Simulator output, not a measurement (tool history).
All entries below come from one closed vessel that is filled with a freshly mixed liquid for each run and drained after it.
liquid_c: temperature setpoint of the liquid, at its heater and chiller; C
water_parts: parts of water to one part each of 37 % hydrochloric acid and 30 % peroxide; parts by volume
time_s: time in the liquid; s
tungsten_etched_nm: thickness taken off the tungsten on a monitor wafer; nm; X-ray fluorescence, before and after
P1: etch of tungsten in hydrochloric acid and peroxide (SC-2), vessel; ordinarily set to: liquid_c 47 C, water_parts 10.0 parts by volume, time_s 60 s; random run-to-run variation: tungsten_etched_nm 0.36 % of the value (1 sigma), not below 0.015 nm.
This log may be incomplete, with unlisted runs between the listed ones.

run  hour  liquid_c  water_parts  time_s  hours since the thermometer was replaced  hours since the chemicals flow meter was replaced  hours since the drum of peroxide was connected  tungsten_etched_nm
  1   5.6        47         10.0      60                                     656.2                                             1130.8                                           240.4             10.8290
  2  12.3        47         10.0      30                                     662.9                                             1137.5                                           247.1              5.4745
  3  17.0        47         16.5      60                                     667.6                                             1142.2                                           251.8              7.0752
  4  24.0        47          4.0      60                                     674.6                                             1149.2                                           258.8             21.8300
  5  30.6        47         10.0      60                                     681.2                                             1155.8                                           265.4             10.9090
  6  37.5        35         10.0      60                                     688.1                                             1162.7                                           272.3              4.6366
  7  43.3        47         10.0      60                                     693.9                                             1168.5                                           278.1             10.9540
  8  50.1        55         10.0      60                                     700.7                                             1175.3                                           284.9             18.5520
  9  55.6        47         10.0      60                                     706.2                                             1180.8                                           290.4             10.8920
     62.1  -- chemicals flow meter replaced
 10  63.2        63         10.0      35                                     713.8                                                1.1                                           298.0             17.9760
 11  68.2        47         10.0     115                                     718.8                                                6.1                                           303.0             20.8670
 12  73.6        47         10.0      60                                     724.2                                               11.5                                           308.4             10.9510
 13  79.0        47         10.0      60                                     729.6                                               16.9                                           313.8             10.9300
 14  82.6        47         10.0      60                                     733.2                                               20.5                                           317.4             11.1890

Run 15 comes next. What will it give?
 15  89.8        47         10.0      60                                     740.4                                               27.7                                           324.6                   ?

tungsten_etched_nm: 11.5930 nm

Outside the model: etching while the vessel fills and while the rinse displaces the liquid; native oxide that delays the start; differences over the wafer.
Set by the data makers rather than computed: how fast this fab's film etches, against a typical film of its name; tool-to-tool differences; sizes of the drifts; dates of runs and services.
